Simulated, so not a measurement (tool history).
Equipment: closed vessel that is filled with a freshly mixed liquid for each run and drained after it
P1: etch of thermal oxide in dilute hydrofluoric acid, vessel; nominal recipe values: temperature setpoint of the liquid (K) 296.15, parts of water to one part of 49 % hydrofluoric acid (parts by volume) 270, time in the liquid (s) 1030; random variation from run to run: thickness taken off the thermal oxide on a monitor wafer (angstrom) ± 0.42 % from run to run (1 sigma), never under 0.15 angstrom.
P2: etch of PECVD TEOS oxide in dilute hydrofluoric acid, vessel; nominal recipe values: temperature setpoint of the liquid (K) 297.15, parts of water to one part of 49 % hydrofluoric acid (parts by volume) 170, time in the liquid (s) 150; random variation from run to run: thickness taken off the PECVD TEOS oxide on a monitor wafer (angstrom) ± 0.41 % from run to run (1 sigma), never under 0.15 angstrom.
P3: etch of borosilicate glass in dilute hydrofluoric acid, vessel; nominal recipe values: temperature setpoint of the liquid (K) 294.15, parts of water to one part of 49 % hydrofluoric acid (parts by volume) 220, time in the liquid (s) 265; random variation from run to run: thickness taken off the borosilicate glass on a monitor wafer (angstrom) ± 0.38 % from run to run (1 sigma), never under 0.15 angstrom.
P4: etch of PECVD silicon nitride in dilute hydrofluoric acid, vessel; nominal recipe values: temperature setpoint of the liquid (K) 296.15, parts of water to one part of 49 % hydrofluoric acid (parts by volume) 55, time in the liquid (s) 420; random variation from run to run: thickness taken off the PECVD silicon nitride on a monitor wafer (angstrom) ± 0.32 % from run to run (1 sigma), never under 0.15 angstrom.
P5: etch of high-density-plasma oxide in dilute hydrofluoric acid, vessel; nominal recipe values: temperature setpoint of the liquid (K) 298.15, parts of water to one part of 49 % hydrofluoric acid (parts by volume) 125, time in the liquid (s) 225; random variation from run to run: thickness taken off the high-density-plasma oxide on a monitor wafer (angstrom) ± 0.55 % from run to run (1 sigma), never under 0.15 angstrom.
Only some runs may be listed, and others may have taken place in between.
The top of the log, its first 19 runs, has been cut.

run	hour	process that ran	temperature setpoint of the liquid (K)	parts of water to one part of 49 % hydrofluoric acid (parts by volume)	time in the liquid (s)	hours since the thermometer was replaced	hours since the hydrofluoric acid flow meter was replaced	thickness taken off the thermal oxide on a monitor wafer (angstrom)	thickness taken off the high-density-plasma oxide on a monitor wafer (angstrom)	thickness taken off the PECVD silicon nitride on a monitor wafer (angstrom)	thickness taken off the borosilicate glass on a monitor wafer (angstrom)	thickness taken off the PECVD TEOS oxide on a monitor wafer (angstrom)
20	114.8	P2	290.15	170	150	419.4	524.5					147.420
21	118.8	P1	290.65	270	1030	423.4	528.5	117.680				
22	125.9	P2	297.15	290	150	430.5	535.6					99.599
23	129.7	P3	294.15	220	265	434.3	539.4				295.990	
24	133.6	P4	296.15	85	420	438.2	543.3			169.77		
25	141.8	P1	301.65	270	1030	446.4	551.5	174.880				
26	147.3	P2	297.15	170	150	451.9	557.0					193.510
27	152.4	P3	302.15	220	265	457.0	562.1				395.470	
28	160.1	P1	296.15	160	1030	464.7	569.8	274.510				
29	164.3	P2	297.15	170	75	468.9	574.0					96.144

Run 30 is up next; what results do you expect?
30	170.3	P1	296.15	270	1030	474.9	580.0	?				

thickness taken off the thermal oxide on a monitor wafer (angstrom): 144.160

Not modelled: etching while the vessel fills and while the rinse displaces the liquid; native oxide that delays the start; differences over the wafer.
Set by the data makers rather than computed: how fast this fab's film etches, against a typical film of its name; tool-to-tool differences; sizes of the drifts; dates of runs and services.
